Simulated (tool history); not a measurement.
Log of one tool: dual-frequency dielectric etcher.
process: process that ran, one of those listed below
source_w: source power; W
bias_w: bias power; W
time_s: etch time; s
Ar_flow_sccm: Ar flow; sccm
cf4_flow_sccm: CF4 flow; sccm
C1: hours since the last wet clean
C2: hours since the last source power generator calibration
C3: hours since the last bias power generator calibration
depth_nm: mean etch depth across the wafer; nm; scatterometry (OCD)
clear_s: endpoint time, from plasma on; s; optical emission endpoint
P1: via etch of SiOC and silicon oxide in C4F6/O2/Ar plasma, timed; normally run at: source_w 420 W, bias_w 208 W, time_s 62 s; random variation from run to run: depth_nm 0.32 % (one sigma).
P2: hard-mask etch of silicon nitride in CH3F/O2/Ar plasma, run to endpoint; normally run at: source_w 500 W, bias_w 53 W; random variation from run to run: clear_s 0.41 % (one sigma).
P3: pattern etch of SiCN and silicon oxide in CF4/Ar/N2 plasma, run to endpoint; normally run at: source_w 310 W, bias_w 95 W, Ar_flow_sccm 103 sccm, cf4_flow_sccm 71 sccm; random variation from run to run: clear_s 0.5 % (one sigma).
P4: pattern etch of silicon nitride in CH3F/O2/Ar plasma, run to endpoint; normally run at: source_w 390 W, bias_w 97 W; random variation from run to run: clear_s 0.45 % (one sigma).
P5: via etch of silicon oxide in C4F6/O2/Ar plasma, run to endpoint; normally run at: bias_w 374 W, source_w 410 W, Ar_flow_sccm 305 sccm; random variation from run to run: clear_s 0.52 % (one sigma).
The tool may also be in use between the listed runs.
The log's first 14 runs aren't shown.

{"hour": 104.2, "done": "wet clean of the chamber"}
{"run": 15, "hour": 109.1, "process": "P3", "source_w": 310, "bias_w": 95, "Ar_flow_sccm": 103, "cf4_flow_sccm": 94, "C1": 4.9, "C2": 1205.2, "C3": 449.8, "clear_s": 17.076}
{"run": 16, "hour": 115.1, "process": "P2", "source_w": 500, "bias_w": 53, "C1": 10.9, "C2": 1211.2, "C3": 455.8, "clear_s": 62.034}
{"run": 17, "hour": 119.8, "process": "P1", "source_w": 420, "bias_w": 208, "time_s": 62, "C1": 15.6, "C2": 1215.9, "C3": 460.5, "depth_nm": 75.69}
{"run": 18, "hour": 127.4, "process": "P1", "source_w": 420, "bias_w": 253, "time_s": 62, "C1": 23.2, "C2": 1223.5, "C3": 468.1, "depth_nm": 80.861}
{"run": 19, "hour": 132.3, "process": "P5", "source_w": 410, "bias_w": 526, "Ar_flow_sccm": 305, "C1": 28.1, "C2": 1228.4, "C3": 473, "clear_s": 14.712}
{"hour": 135.2, "done": "bias power generator calibrated"}
{"run": 20, "hour": 140.5, "process": "P1", "source_w": 550, "bias_w": 208, "time_s": 36, "C1": 36.3, "C2": 1236.6, "C3": 5.4, "depth_nm": 48.369}
{"run": 21, "hour": 144.8, "process": "P1", "source_w": 420, "bias_w": 208, "time_s": 62, "C1": 40.6, "C2": 1240.9, "C3": 9.7, "depth_nm": 75.429}
{"run": 22, "hour": 151.6, "process": "P1", "source_w": 420, "bias_w": 208, "time_s": 47.5, "C1": 47.4, "C2": 1247.7, "C3": 16.5, "depth_nm": 57.485}
{"run": 23, "hour": 159.3, "process": "P1", "source_w": 420, "bias_w": 170, "time_s": 62, "C1": 55.1, "C2": 1255.4, "C3": 24.2, "depth_nm": 70.432}
{"run": 24, "hour": 167.7, "process": "P1", "source_w": 260, "bias_w": 208, "time_s": 76.5, "C1": 63.5, "C2": 1263.8, "C3": 32.6, "depth_nm": 77.62}
{"run": 25, "hour": 172.5, "process": "P3", "source_w": 310, "bias_w": 95, "Ar_flow_sccm": 103, "cf4_flow_sccm": 71, "C1": 68.3, "C2": 1268.6, "C3": 37.4, "clear_s": 17.816}
{"run": 26, "hour": 181.9, "process": "P5", "source_w": 410, "bias_w": 374, "Ar_flow_sccm": 305, "C1": 77.7, "C2": 1278, "C3": 46.8, "clear_s": 16.672}
{"run": 27, "hour": 190.4, "process": "P3", "source_w": 310, "bias_w": 55, "Ar_flow_sccm": 103, "cf4_flow_sccm": 71, "C1": 86.2, "C2": 1286.5, "C3": 55.3, "clear_s": 21.401}

Forecast run 28:
{"run": 28, "hour": 195.8, "process": "P1", "source_w": 420, "bias_w": 208, "time_s": 62, "C1": 91.6, "C2": 1291.9, "C3": 60.7, "depth_nm": "?"}

Run 28 gave depth_nm 75.094 nm.
